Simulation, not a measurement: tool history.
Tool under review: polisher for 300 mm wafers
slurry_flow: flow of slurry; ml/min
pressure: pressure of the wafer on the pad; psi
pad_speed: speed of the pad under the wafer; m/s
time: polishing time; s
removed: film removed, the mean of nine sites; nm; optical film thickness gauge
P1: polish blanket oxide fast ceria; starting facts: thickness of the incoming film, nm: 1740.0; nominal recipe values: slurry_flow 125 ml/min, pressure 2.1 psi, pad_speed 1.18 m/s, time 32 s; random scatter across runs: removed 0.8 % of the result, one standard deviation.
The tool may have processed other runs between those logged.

run   hour  slurry_flow  pressure  pad_speed  time  wafers polished on this pad  hours since the slurry nozzle was cleaned  hours since the head pressure was calibrated  removed
  1   10.7          125       2.1       1.18    32                         1152                                      385.6                                         616.2   422.68
  2   23.2          125       2.1       1.18    45                         1265                                      398.1                                         628.7   603.76
  3   33.6          125       2.1       1.18    32                         1359                                      408.5                                         639.1   418.43
  4   46.0          125       2.1       1.18    18                         1471                                      420.9                                         651.5   243.00
  5   60.3          125       2.1       1.18    32                         1601                                      435.2                                         665.8   423.74
  6   73.3           75       2.1       1.18    32                         1718                                      448.2                                         678.8   368.84
  7   83.6          125       2.7       1.48    32                         1812                                      458.5                                         689.1   690.58
  8   94.5          125       2.1       1.18    32                         1910                                      469.4                                         700.0   419.67
  9  108.8          125       2.1       1.18    32                         2040                                      483.7                                         714.3   422.34
 10  115.8          125       2.1       1.88    32                         2103                                      490.7                                         721.3   665.22
 11  129.3          125       2.1       0.74    32                         2225                                      504.2                                         734.8   268.08
 12  136.4          125       2.1       1.66    49                         2289                                      511.3                                         741.9   916.71
 13  150.4          175       2.1       1.18    32                         2416                                      525.3                                         755.9   452.83
 14  162.0          125       0.9       1.18    32                         2521                                      536.9                                         767.5   185.93
 15  171.8          125       3.1       1.18    32                         2610                                      546.7                                         777.3   623.26
 16  185.3          125       2.1       1.18    32                         2732                                      560.2                                         790.8   426.91
 17  195.9          125       2.1       1.18    32                         2828                                      570.8                                         801.4   406.80

Expected results for the next run?
 18  208.4          125       2.1       1.18    32                         2941                                      583.3                                         813.9        ?

removed: 389.25 nm
